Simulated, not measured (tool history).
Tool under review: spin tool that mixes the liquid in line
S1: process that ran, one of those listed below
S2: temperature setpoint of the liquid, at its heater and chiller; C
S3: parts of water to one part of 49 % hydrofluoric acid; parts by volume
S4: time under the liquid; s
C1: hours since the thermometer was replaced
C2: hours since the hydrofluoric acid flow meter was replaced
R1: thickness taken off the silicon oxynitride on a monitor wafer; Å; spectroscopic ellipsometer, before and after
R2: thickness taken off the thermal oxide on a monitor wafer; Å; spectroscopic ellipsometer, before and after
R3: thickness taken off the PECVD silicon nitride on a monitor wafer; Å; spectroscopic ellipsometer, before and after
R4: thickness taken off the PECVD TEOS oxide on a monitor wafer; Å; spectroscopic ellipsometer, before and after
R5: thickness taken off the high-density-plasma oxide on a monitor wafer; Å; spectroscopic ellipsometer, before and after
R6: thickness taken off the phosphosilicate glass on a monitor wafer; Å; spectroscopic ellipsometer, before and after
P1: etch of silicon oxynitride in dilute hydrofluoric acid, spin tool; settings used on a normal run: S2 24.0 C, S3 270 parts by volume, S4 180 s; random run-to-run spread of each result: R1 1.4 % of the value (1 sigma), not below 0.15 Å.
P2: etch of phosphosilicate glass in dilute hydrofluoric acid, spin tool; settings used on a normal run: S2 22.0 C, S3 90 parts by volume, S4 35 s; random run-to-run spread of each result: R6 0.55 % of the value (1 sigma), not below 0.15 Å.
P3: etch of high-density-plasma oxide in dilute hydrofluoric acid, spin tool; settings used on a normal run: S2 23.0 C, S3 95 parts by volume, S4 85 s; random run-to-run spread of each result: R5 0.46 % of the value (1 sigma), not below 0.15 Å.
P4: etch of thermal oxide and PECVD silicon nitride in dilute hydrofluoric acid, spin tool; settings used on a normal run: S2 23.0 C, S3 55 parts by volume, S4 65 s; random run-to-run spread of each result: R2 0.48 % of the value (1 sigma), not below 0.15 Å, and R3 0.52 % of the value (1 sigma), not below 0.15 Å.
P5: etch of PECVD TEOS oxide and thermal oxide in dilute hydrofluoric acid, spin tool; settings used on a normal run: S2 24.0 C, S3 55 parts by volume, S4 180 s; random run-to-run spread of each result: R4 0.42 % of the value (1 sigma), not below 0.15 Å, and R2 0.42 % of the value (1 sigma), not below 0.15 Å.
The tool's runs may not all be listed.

Run 1, hour 8.0: S1 P1, S2 24.0 C, S3 270 parts by volume, S4 180 s; C1 529.2; C2 623.6. Result: R1 17.7820 Å.
Run 2, hour 20.4: S1 P1, S2 31.5 C, S3 270 parts by volume, S4 60 s; C1 541.6; C2 636.0. Result: R1 8.0433 Å.
Run 3, hour 36.7: S1 P1, S2 30.5 C, S3 270 parts by volume, S4 180 s; C1 557.9; C2 652.3. Result: R1 23.2810 Å.
Run 4, hour 51.0: S1 P4, S2 18.0 C, S3 55 parts by volume, S4 65 s; C1 572.2; C2 666.6. Result: R2 45.955 Å, R3 33.422 Å.
Run 5, hour 62.9: S1 P1, S2 24.0 C, S3 425 parts by volume, S4 265 s; C1 584.1; C2 678.5. Result: R1 15.0490 Å.
At hour 63.8: thermometer replaced.
Run 6, hour 77.2: S1 P5, S2 24.0 C, S3 55 parts by volume, S4 180 s; C1 13.5; C2 692.8. Result: R2 173.920 Å, R4 472.14 Å.
Run 7, hour 91.4: S1 P1, S2 24.0 C, S3 270 parts by volume, S4 180 s; C1 27.7; C2 707.0. Result: R1 17.4720 Å.
Run 8, hour 101.7: S1 P1, S2 24.0 C, S3 270 parts by volume, S4 180 s; C1 38.0; C2 717.3. Result: R1 17.8730 Å.
Run 9, hour 109.5: S1 P3, S2 23.0 C, S3 95 parts by volume, S4 85 s; C1 45.8; C2 725.1. Result: R5 44.412 Å.
Run 10, hour 122.7: S1 P1, S2 18.0 C, S3 270 parts by volume, S4 180 s; C1 59.0; C2 738.3. Result: R1 13.5190 Å.
Run 11, hour 131.7: S1 P2, S2 22.0 C, S3 90 parts by volume, S4 50 s; C1 68.0; C2 747.3. Result: R6 514.16 Å.
At hour 140.3: hydrofluoric acid flow meter replaced.
Run 12, hour 146.3: S1 P1, S2 24.0 C, S3 270 parts by volume, S4 30 s; C1 82.6; C2 6.1. Result: R1 3.0535 Å.
Run 13, hour 155.6: S1 P1, S2 24.0 C, S3 270 parts by volume, S4 180 s; C1 91.9; C2 15.4. Result: R1 17.4680 Å.
Run 14, hour 165.4: S1 P3, S2 23.0 C, S3 95 parts by volume, S4 45 s; C1 101.7; C2 25.2. Result: R5 23.635 Å.
Run 15, hour 173.1: S1 P1, S2 24.0 C, S3 495 parts by volume, S4 180 s; C1 109.4; C2 32.9. Result: R1 8.2474 Å.
Run 16, hour 180.6: S1 P4, S2 23.0 C, S3 100 parts by volume, S4 65 s; C1 116.9; C2 40.4. Result: R2 29.583 Å, R3 25.793 Å.
Run 17, hour 193.5: S1 P2, S2 17.0 C, S3 90 parts by volume, S4 35 s; C1 129.8; C2 53.3. Result: R6 288.79 Å.
Run 18, hour 209.0: S1 P1, S2 24.0 C, S3 380 parts by volume, S4 320 s; C1 145.3; C2 68.8. Result: R1 20.5430 Å.
Run 19, hour 223.5: S1 P1, S2 24.0 C, S3 270 parts by volume, S4 315 s; C1 159.8; C2 83.3. Result: R1 30.7450 Å.
Run 20, hour 237.2: S1 P3, S2 23.0 C, S3 95 parts by volume, S4 85 s; C1 173.5; C2 97.0. Result: R5 44.249 Å.
Run 21, hour 248.7: S1 P4, S2 23.0 C, S3 55 parts by volume, S4 120 s; C1 185.0; C2 108.5. Result: R2 104.360 Å, R3 86.694 Å.
Run 22, hour 261.8: S1 P1, S2 24.0 C, S3 270 parts by volume, S4 180 s; C1 198.1; C2 121.6. Result: R1 17.1160 Å.
Run 23, hour 270.4: S1 P1, S2 24.0 C, S3 270 parts by volume, S4 180 s; C1 206.7; C2 130.2. Result: R1 17.2450 Å.
Run 24, hour 286.7: S1 P5, S2 24.0 C, S3 20 parts by volume, S4 180 s; C1 223.0; C2 146.5. Result: R2 498.770 Å, R4 1347.20 Å.
Run 25, hour 295.0: S1 P2, S2 22.0 C, S3 90 parts by volume, S4 35 s; C1 231.3; C2 154.8. Result: R6 358.07 Å.
Run 26, hour 309.7: S1 P3, S2 23.0 C, S3 20 parts by volume, S4 85 s; C1 246.0; C2 169.5. Result: R5 230.540 Å.
Run 27, hour 318.8: S1 P4, S2 23.0 C, S3 55 parts by volume, S4 65 s; C1 255.1; C2 178.6. Result: R2 57.022 Å, R3 46.851 Å.
Run 28, hour 326.4: S1 P1, S2 24.0 C, S3 270 parts by volume, S4 180 s; C1 262.7; C2 186.2. Result: R1 17.7520 Å.
Run 29, hour 339.1: S1 P5, S2 19.0 C, S3 55 parts by volume, S4 180 s; C1 275.4; C2 198.9. Result: R2 140.220 Å, R4 380.43 Å.
Run 30, hour 350.0: S1 P2, S2 22.0 C, S3 40 parts by volume, S4 35 s; C1 286.3; C2 209.8. Result: R6 859.29 Å.
Run 31, hour 366.4: S1 P1, S2 24.0 C, S3 90 parts by volume, S4 180 s; C1 302.7; C2 226.2. Result: R1 59.7740 Å.
Run 32, hour 377.8: S1 P5, S2 24.0 C, S3 55 parts by volume, S4 180 s; C1 314.1; C2 237.6. Result: R2 173.000 Å, R4 470.14 Å.
Run 33, hour 386.4: S1 P3, S2 17.0 C, S3 95 parts by volume, S4 85 s; C1 322.7; C2 246.2. Result: R5 34.181 Å.
Run 34, hour 398.3: S1 P5, S2 24.0 C, S3 55 parts by volume, S4 55 s; C1 334.6; C2 258.1. Result: R2 53.295 Å, R4 143.81 Å.
Run 35, hour 410.9: S1 P1, S2 24.0 C, S3 270 parts by volume, S4 180 s; C1 347.2; C2 270.7. Result: R1 18.0180 Å.
Run 36, hour 421.4: S1 P1, S2 24.0 C, S3 270 parts by volume, S4 180 s; C1 357.7; C2 281.2. Result: R1 17.0460 Å.
Run 37, hour 437.3: S1 P1, S2 24.0 C, S3 270 parts by volume, S4 180 s; C1 373.6; C2 297.1. Result: R1 16.5120 Å.
Run 38, hour 447.8: S1 P1, S2 24.0 C, S3 270 parts by volume, S4 180 s; C1 384.1; C2 307.6. Result: R1 16.5130 Å.
Run 39, hour 461.3: S1 P1, S2 24.0 C, S3 270 parts by volume, S4 180 s; C1 397.6; C2 321.1. Result: R1 16.2650 Å.
Run 40, hour 477.3: S1 P1, S2 24.0 C, S3 270 parts by volume, S4 180 s; C1 413.6; C2 337.1. Result: R1 16.5760 Å.
Run 41, hour 486.0: S1 P1, S2 24.0 C, S3 270 parts by volume, S4 180 s; C1 422.3; C2 345.8. Result: R1 16.2390 Å.

Compared with where it was, what P1 gives has crept away. Each cause listed below fits the log as well as the rest, at the size given for it:
A: hydrofluoric acid flow below the setpoint (%) = 7.1
B: liquid colder than its thermometer reads (K) = 2.03
At approximately hour 410.9, the process output began to creep.

Which of the 4 check runs listed below separates the causes, so that each cause would produce a clearly different result? Each run uses one wafer, and its results are marked with question marks.
Run check 1, hour 494.7: S1 P5, S2 24.0 C, S3 55 parts by volume, S4 180 s. Result: R2 ?, R4 ?.
Run check 2, hour 494.7: S1 P2, S2 22.0 C, S3 90 parts by volume, S4 35 s. Result: R6 ?.
Run check 3, hour 494.7: S1 P4, S2 23.0 C, S3 55 parts by volume, S4 65 s. Result: R2 ?, R3 ?.
Run check 4, hour 494.7: S1 P3, S2 23.0 C, S3 95 parts by volume, S4 85 s. Result: R5 ?.

Outcome of each check run for each possible cause:
  check  result     if A     if B
check 1      R2  160.110  159.350
check 1      R4   434.92   432.84
check 2      R6   329.33   328.87
check 3      R2   52.459   52.166
check 3      R3   43.801   40.979
check 4      R5   40.643   40.650
How far apart the two closest causes lie, in the result that separates them most: check 1 0.48 %; check 2 0.14 %; check 3 6.66 %; check 4 0.02 %
Only in check 3 would the causes give clearly different results; in the remaining checks their results would be nearly the same.

Check 3 was carried out, with these results: R2 52.303 Å; R3 41.075 Å. Which of the listed causes is responsible?

The correct cause is B, namely: liquid colder than its thermometer reads (K).
